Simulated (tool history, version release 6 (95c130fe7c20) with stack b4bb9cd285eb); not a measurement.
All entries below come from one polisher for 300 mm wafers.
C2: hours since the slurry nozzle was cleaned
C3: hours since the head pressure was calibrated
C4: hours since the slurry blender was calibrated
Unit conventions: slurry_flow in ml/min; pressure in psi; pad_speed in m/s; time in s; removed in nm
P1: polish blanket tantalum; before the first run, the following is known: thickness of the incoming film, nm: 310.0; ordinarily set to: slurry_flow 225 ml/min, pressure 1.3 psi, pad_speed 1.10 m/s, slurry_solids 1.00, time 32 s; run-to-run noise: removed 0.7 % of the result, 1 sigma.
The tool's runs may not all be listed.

Run 1, hour 4.8: slurry_flow 225 ml/min, pressure 1.3 psi, pad_speed 1.10 m/s, slurry_solids 1.00, time 32 s; wafers polished on this pad 325; C2 173.8; C3 202.0; C4 286.6. Result: removed 43.587 nm.
Run 2, hour 12.6: slurry_flow 225 ml/min, pressure 1.3 psi, pad_speed 1.10 m/s, slurry_solids 1.00, time 32 s; wafers polished on this pad 382; C2 181.6; C3 209.8; C4 294.4. Result: removed 43.772 nm.
Run 3, hour 19.2: slurry_flow 225 ml/min, pressure 1.3 psi, pad_speed 1.10 m/s, slurry_solids 1.00, time 50 s; wafers polished on this pad 431; C2 188.2; C3 216.4; C4 301.0. Result: removed 69.095 nm.
Run 4, hour 27.2: slurry_flow 225 ml/min, pressure 1.3 psi, pad_speed 1.10 m/s, slurry_solids 0.65, time 32 s; wafers polished on this pad 491; C2 196.2; C3 224.4; C4 309.0. Result: removed 38.279 nm.
Run 5, hour 32.2: slurry_flow 225 ml/min, pressure 1.3 psi, pad_speed 1.10 m/s, slurry_solids 1.00, time 19 s; wafers polished on this pad 528; C2 201.2; C3 229.4; C4 314.0. Result: removed 25.972 nm.
Run 6, hour 37.4: slurry_flow 150 ml/min, pressure 1.3 psi, pad_speed 1.10 m/s, slurry_solids 0.70, time 32 s; wafers polished on this pad 567; C2 206.4; C3 234.6; C4 319.2. Result: removed 37.165 nm.
Run 7, hour 41.5: slurry_flow 225 ml/min, pressure 1.3 psi, pad_speed 1.10 m/s, slurry_solids 1.00, time 32 s; wafers polished on this pad 597; C2 210.5; C3 238.7; C4 323.3. Result: removed 44.344 nm.
Run 8, hour 48.0: slurry_flow 225 ml/min, pressure 1.3 psi, pad_speed 1.10 m/s, slurry_solids 1.00, time 32 s; wafers polished on this pad 645; C2 217.0; C3 245.2; C4 329.8. Result: removed 44.338 nm.
Run 9, hour 54.8: slurry_flow 225 ml/min, pressure 1.3 psi, pad_speed 1.10 m/s, slurry_solids 1.00, time 32 s; wafers polished on this pad 696; C2 223.8; C3 252.0; C4 336.6. Result: removed 44.158 nm.
Run 10, hour 62.3: slurry_flow 225 ml/min, pressure 2.1 psi, pad_speed 1.10 m/s, slurry_solids 1.00, time 32 s; wafers polished on this pad 752; C2 231.3; C3 259.5; C4 344.1. Result: removed 70.639 nm.
Run 11, hour 68.4: slurry_flow 225 ml/min, pressure 1.3 psi, pad_speed 0.50 m/s, slurry_solids 1.00, time 32 s; wafers polished on this pad 797; C2 237.4; C3 265.6; C4 350.2. Result: removed 20.102 nm.
Run 12, hour 76.3: slurry_flow 225 ml/min, pressure 1.3 psi, pad_speed 1.10 m/s, slurry_solids 1.40, time 32 s; wafers polished on this pad 856; C2 245.3; C3 273.5; C4 358.1. Result: removed 47.885 nm.
Run 13, hour 82.8: slurry_flow 350 ml/min, pressure 1.3 psi, pad_speed 1.10 m/s, slurry_solids 1.00, time 32 s; wafers polished on this pad 904; C2 251.8; C3 280.0; C4 364.6. Result: removed 46.172 nm.
Run 14, hour 88.0: slurry_flow 135 ml/min, pressure 1.3 psi, pad_speed 1.10 m/s, slurry_solids 1.00, time 32 s; wafers polished on this pad 943; C2 257.0; C3 285.2; C4 369.8. Result: removed 40.321 nm.
Run 15, hour 94.6: slurry_flow 225 ml/min, pressure 0.6 psi, pad_speed 1.10 m/s, slurry_solids 1.00, time 32 s; wafers polished on this pad 992; C2 263.6; C3 291.8; C4 376.4. Result: removed 20.320 nm.
Run 16, hour 100.4: slurry_flow 225 ml/min, pressure 1.3 psi, pad_speed 1.72 m/s, slurry_solids 1.00, time 32 s; wafers polished on this pad 1035; C2 269.4; C3 297.6; C4 382.2. Result: removed 68.984 nm.
Run 17, hour 108.2: slurry_flow 225 ml/min, pressure 1.3 psi, pad_speed 1.10 m/s, slurry_solids 1.00, time 32 s; wafers polished on this pad 1093; C2 277.2; C3 305.4; C4 390.0. Result: removed 44.245 nm.
Run 18, hour 113.7: slurry_flow 225 ml/min, pressure 1.3 psi, pad_speed 1.10 m/s, slurry_solids 1.00, time 32 s; wafers polished on this pad 1134; C2 282.7; C3 310.9; C4 395.5. Result: removed 42.546 nm.
Run 19, hour 121.4: slurry_flow 225 ml/min, pressure 1.3 psi, pad_speed 1.10 m/s, slurry_solids 1.00, time 32 s; wafers polished on this pad 1191; C2 290.4; C3 318.6; C4 403.2. Result: removed 40.934 nm.
Run 20, hour 126.4: slurry_flow 225 ml/min, pressure 1.3 psi, pad_speed 1.10 m/s, slurry_solids 1.00, time 32 s; wafers polished on this pad 1228; C2 295.4; C3 323.6; C4 408.2. Result: removed 40.297 nm.
Run 21, hour 134.0: slurry_flow 225 ml/min, pressure 1.3 psi, pad_speed 1.10 m/s, slurry_solids 1.00, time 32 s; wafers polished on this pad 1284; C2 303.0; C3 331.2; C4 415.8. Result: removed 39.889 nm.
Run 22, hour 138.8: slurry_flow 225 ml/min, pressure 1.3 psi, pad_speed 1.10 m/s, slurry_solids 1.00, time 32 s; wafers polished on this pad 1320; C2 307.8; C3 336.0; C4 420.6. Result: removed 39.377 nm.
At hour 143.5: worn pad replaced by a new one.
Run 23, hour 144.8: slurry_flow 225 ml/min, pressure 1.3 psi, pad_speed 1.10 m/s, slurry_solids 1.00, time 32 s; wafers polished on this pad 10; C2 313.8; C3 342.0; C4 426.6. Result: removed 39.226 nm.
At hour 146.8: slurry nozzle cleaned.
Run 24, hour 149.2: slurry_flow 225 ml/min, pressure 1.3 psi, pad_speed 1.10 m/s, slurry_solids 1.00, time 32 s; wafers polished on this pad 42; C2 2.5; C3 346.4; C4 431.0. Result: removed 39.154 nm.
Run 25, hour 153.3: slurry_flow 225 ml/min, pressure 1.3 psi, pad_speed 1.10 m/s, slurry_solids 1.00, time 32 s; wafers polished on this pad 73; C2 6.6; C3 350.5; C4 435.1. Result: removed 39.351 nm.
Run 26, hour 160.2: slurry_flow 225 ml/min, pressure 1.3 psi, pad_speed 1.10 m/s, slurry_solids 1.00, time 32 s; wafers polished on this pad 124; C2 13.5; C3 357.4; C4 442.0. Result: removed 39.311 nm.
Run 27, hour 164.5: slurry_flow 225 ml/min, pressure 1.3 psi, pad_speed 1.10 m/s, slurry_solids 1.00, time 32 s; wafers polished on this pad 156; C2 17.8; C3 361.7; C4 446.3. Result: removed 38.799 nm.

P1 no longer gives what it gave before; its output has crept away from where it was. The following 2 causes, each at its listed size, fit the log equally well:
A: abrasive missing from the slurry, % = 31
B: head's pressure below its setpoint, % = 11.4
The gradual shift began around hour 108.2.
Ruled out, with reasons:
removal rate lost through wear of the pad, %: serviced at hour 143.5, after the drift had started, without restoring the earlier output
slurry flow missing at the pad, %: serviced at hour 146.8, after the drift had started, without restoring the earlier output

4 check runs are offered, each on 5 wafers whose results are averaged, their results left as question marks. Which one tells the causes apart?
Run check 1, hour 168.8: slurry_flow 225 ml/min, pressure 2.0 psi, pad_speed 1.10 m/s, slurry_solids 1.40, time 32 s. Result: removed ?.
Run check 2, hour 168.8: slurry_flow 225 ml/min, pressure 1.3 psi, pad_speed 1.58 m/s, slurry_solids 1.00, time 21 s. Result: removed ?.
Run check 3, hour 168.8: slurry_flow 305 ml/min, pressure 1.3 psi, pad_speed 1.10 m/s, slurry_solids 1.00, time 32 s. Result: removed ?.
Run check 4, hour 168.8: slurry_flow 225 ml/min, pressure 1.3 psi, pad_speed 0.50 m/s, slurry_solids 1.00, time 47 s. Result: removed ?.

Expected result of each check under each candidate cause:
  check   result    if A    if B
check 1  removed  67.268  65.550
check 2  removed  36.894  36.884
check 3  removed  40.377  40.366
check 4  removed  26.130  26.123
Minimum pairwise separation of causes per check, each pair taken at its best-separating result: check 1 2.59 %; check 2 0.03 %; check 3 0.03 %; check 4 0.03 %
Check 1 tells the causes apart: in the others they would give nearly the same result.

Check 1 has now been run. It gave: removed 65.589 nm. Which of the candidate causes is it?

B is the cause: head's pressure below its setpoint, %.
